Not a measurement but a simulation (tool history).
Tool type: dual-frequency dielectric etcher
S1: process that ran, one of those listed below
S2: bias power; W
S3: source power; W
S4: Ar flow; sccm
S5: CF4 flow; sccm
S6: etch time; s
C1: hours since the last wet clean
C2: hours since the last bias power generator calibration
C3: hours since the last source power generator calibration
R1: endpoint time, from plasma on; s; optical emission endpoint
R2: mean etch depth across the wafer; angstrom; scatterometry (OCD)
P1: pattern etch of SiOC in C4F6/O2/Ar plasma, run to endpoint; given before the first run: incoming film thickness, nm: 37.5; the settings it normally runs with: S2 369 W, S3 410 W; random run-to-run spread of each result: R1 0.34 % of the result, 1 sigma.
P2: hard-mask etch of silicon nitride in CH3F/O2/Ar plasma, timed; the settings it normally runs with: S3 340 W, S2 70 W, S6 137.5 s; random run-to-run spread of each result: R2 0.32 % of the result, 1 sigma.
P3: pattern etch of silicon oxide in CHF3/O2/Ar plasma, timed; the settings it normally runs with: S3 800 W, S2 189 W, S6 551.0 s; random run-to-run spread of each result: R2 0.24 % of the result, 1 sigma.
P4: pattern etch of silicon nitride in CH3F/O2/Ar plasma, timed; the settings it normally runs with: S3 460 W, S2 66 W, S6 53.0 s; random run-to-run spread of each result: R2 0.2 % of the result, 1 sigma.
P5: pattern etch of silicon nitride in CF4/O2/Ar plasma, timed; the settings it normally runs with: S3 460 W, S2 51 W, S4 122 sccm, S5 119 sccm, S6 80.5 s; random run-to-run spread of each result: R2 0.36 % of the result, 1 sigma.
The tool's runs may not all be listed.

run 1 hour=5.9 | S1=P1 S2=369 S3=410 | C1=122.1 C2=396.7 C3=823.9 | R1=14.016
run 2 hour=11.6 | S1=P1 S2=369 S3=410 | C1=127.8 C2=402.4 C3=829.6 | R1=14.013
run 3 hour=17.1 | S1=P5 S2=51 S3=460 S4=122 S5=119 S6=80.5 | C1=133.3 C2=407.9 C3=835.1 | R2=1421.20
run 4 hour=21.6 | S1=P4 S2=66 S3=340 S6=53.0 | C1=137.8 C2=412.4 C3=839.6 | R2=329.22
run 5 hour=25.8 | S1=P5 S2=67 S3=460 S4=122 S5=119 S6=80.5 | C1=142.0 C2=416.6 C3=843.8 | R2=1576.20
run 6 hour=32.1 | S1=P1 S2=369 S3=410 | C1=148.3 C2=422.9 C3=850.1 | R1=14.143
run 7 hour=39.2 | S1=P1 S2=369 S3=410 | C1=155.4 C2=430.0 C3=857.2 | R1=14.116
run 8 hour=45.1 | S1=P1 S2=234 S3=410 | C1=161.3 C2=435.9 C3=863.1 | R1=16.487
run 9 hour=50.7 | S1=P5 S2=51 S3=630 S4=122 S5=119 S6=80.5 | C1=166.9 C2=441.5 C3=868.7 | R2=1871.60
run 10 hour=54.5 | S1=P4 S2=66 S3=460 S6=53.0 | C1=170.7 C2=445.3 C3=872.5 | R2=369.60
run 11 hour=58.5 | S1=P3 S2=189 S3=800 S6=551.0 | C1=174.7 C2=449.3 C3=876.5 | R2=12336.00
run 12 hour=64.4 | S1=P4 S2=66 S3=460 S6=29.0 | C1=180.6 C2=455.2 C3=882.4 | R2=201.78
run 13 hour=72.0 | S1=P2 S2=70 S3=340 S6=137.5 | C1=188.2 C2=462.8 C3=890.0 | R2=903.88
run 14 hour=77.2 | S1=P1 S2=369 S3=410 | C1=193.4 C2=468.0 C3=895.2 | R1=14.063
run 15 hour=82.7 | S1=P2 S2=70 S3=340 S6=78.5 | C1=198.9 C2=473.5 C3=900.7 | R2=519.93
run 16 hour=89.3 | S1=P1 S2=502 S3=410 | C1=205.5 C2=480.1 C3=907.3 | R1=12.515
run 17 hour=97.0 | S1=P3 S2=238 S3=800 S6=551.0 | C1=213.2 C2=487.8 C3=915.0 | R2=13280.00
run 18 hour=100.9 | S1=P1 S2=369 S3=320 | C1=217.1 C2=491.7 C3=918.9 | R1=15.440
run 19 hour=106.0 | S1=P5 S2=51 S3=460 S4=122 S5=119 S6=108.5 | C1=222.2 C2=496.8 C3=924.0 | R2=1902.10
run 20 hour=111.1 | S1=P5 S2=51 S3=460 S4=81 S5=119 S6=80.5 | C1=227.3 C2=501.9 C3=929.1 | R2=1495.30
run 21 hour=119.1 | S1=P2 S2=94 S3=340 S6=137.5 | C1=235.3 C2=509.9 C3=937.1 | R2=1009.90
run 22 hour=123.9 | S1=P2 S2=70 S3=410 S6=137.5 | C1=240.1 C2=514.7 C3=941.9 | R2=978.09
run 23 hour=131.4 | S1=P1 S2=369 S3=410 | C1=247.6 C2=522.2 C3=949.4 | R1=14.108
run 24 hour=135.4 | S1=P3 S2=189 S3=800 S6=711.5 | C1=251.6 C2=526.2 C3=953.4 | R2=15887.00
run 25 hour=141.2 | S1=P1 S2=369 S3=540 | C1=257.4 C2=532.0 C3=959.2 | R1=12.676
run 26 hour=146.0 | S1=P2 S2=70 S3=340 S6=137.5 | C1=262.2 C2=536.8 C3=964.0 | R2=912.36
run 27 hour=153.5 | S1=P5 S2=51 S3=460 S4=122 S5=146 S6=80.5 | C1=269.7 C2=544.3 C3=971.5 | R2=1461.80
run 28 hour=162.0 | S1=P4 S2=91 S3=460 S6=53.0 | C1=278.2 C2=552.8 C3=980.0 | R2=410.72
run 29 hour=167.9 | S1=P3 S2=189 S3=1080 S6=551.0 | C1=284.1 C2=558.7 C3=985.9 | R2=13872.00
run 30 hour=174.0 | S1=P1 S2=458 S3=340 | C1=290.2 C2=564.8 C3=992.0 | R1=13.963
run 31 hour=181.8 | S1=P1 S2=369 S3=410 | C1=298.0 C2=572.6 C3=999.8 | R1=14.037
run 32 hour=188.6 | S1=P1 S2=369 S3=410 | C1=304.8 C2=579.4 C3=1006.6 | R1=14.172
run 33 hour=193.5 | S1=P1 S2=369 S3=410 | C1=309.7 C2=584.3 C3=1011.5 | R1=14.167
run 34 hour=199.4 | S1=P1 S2=369 S3=410 | C1=315.6 C2=590.2 C3=1017.4 | R1=14.258
run 35 hour=203.9 | S1=P1 S2=369 S3=410 | C1=320.1 C2=594.7 C3=1021.9 | R1=14.272
run 36 hour=209.1 | S1=P1 S2=369 S3=410 | C1=325.3 C2=599.9 C3=1027.1 | R1=14.212
run 37 hour=215.3 | S1=P1 S2=369 S3=410 | C1=331.5 C2=606.1 C3=1033.3 | R1=14.305
-- hour=219.6 wet clean of the chamber
run 38 hour=222.2 | S1=P1 S2=369 S3=410 | C1=2.7 C2=613.0 C3=1040.2 | R1=14.372
run 39 hour=229.5 | S1=P1 S2=369 S3=410 | C1=10.0 C2=620.3 C3=1047.5 | R1=14.434
run 40 hour=238.0 | S1=P1 S2=369 S3=410 | C1=18.5 C2=628.8 C3=1056.0 | R1=14.358
run 41 hour=245.6 | S1=P1 S2=369 S3=410 | C1=26.1 C2=636.4 C3=1063.6 | R1=14.393
run 42 hour=249.5 | S1=P1 S2=369 S3=410 | C1=30.0 C2=640.3 C3=1067.5 | R1=14.252

P1 has crept away from where it was. The log is fitted equally well by each of these 2 causes, at the sizes shown:
A: bias power that arrives under what is set, % = 4.71
B: source power that arrives under what is set, % = 4.47
The creep began at about hour 181.8.
Why every other cause is out:
chamber walls in a state that lowers the etch rate, %: serviced after onset, at hour 219.6, with no recovery of the prior output

Which of the check runs below tells the causes apart, meaning the causes would give it clearly different results? Each run uses 2 wafers whose results are averaged, and each result is shown as a question mark.
run check 1 hour=253.4 | S1=P3 S2=189 S3=800 S6=551.0 | R2=?
run check 2 hour=253.4 | S1=P2 S2=70 S3=340 S6=137.5 | R2=?
run check 3 hour=253.4 | S1=P5 S2=51 S3=460 S4=122 S5=119 S6=80.5 | R2=?
run check 4 hour=253.4 | S1=P4 S2=66 S3=460 S6=53.0 | R2=?

Expected result of each check under each candidate cause:
check=check_1 result=R2 if_A=12119.00 if_B=12100.00
check=check_2 result=R2 if_A=895.60 if_B=894.95
check=check_3 result=R2 if_A=1395.20 if_B=1365.50
check=check_4 result=R2 if_A=362.86 if_B=362.29
How far apart the two closest causes lie, in the result that separates them most: check 1 0.16 %; check 2 0.07 %; check 3 2.16 %; check 4 0.16 %
Only check 3 tells the causes apart: in the others they would give nearly the same result.

Check 3 has now been run. It gave: R2 1361.90 angstrom. Which of the candidate causes is it?

It was cause B: source power that arrives under what is set, %.
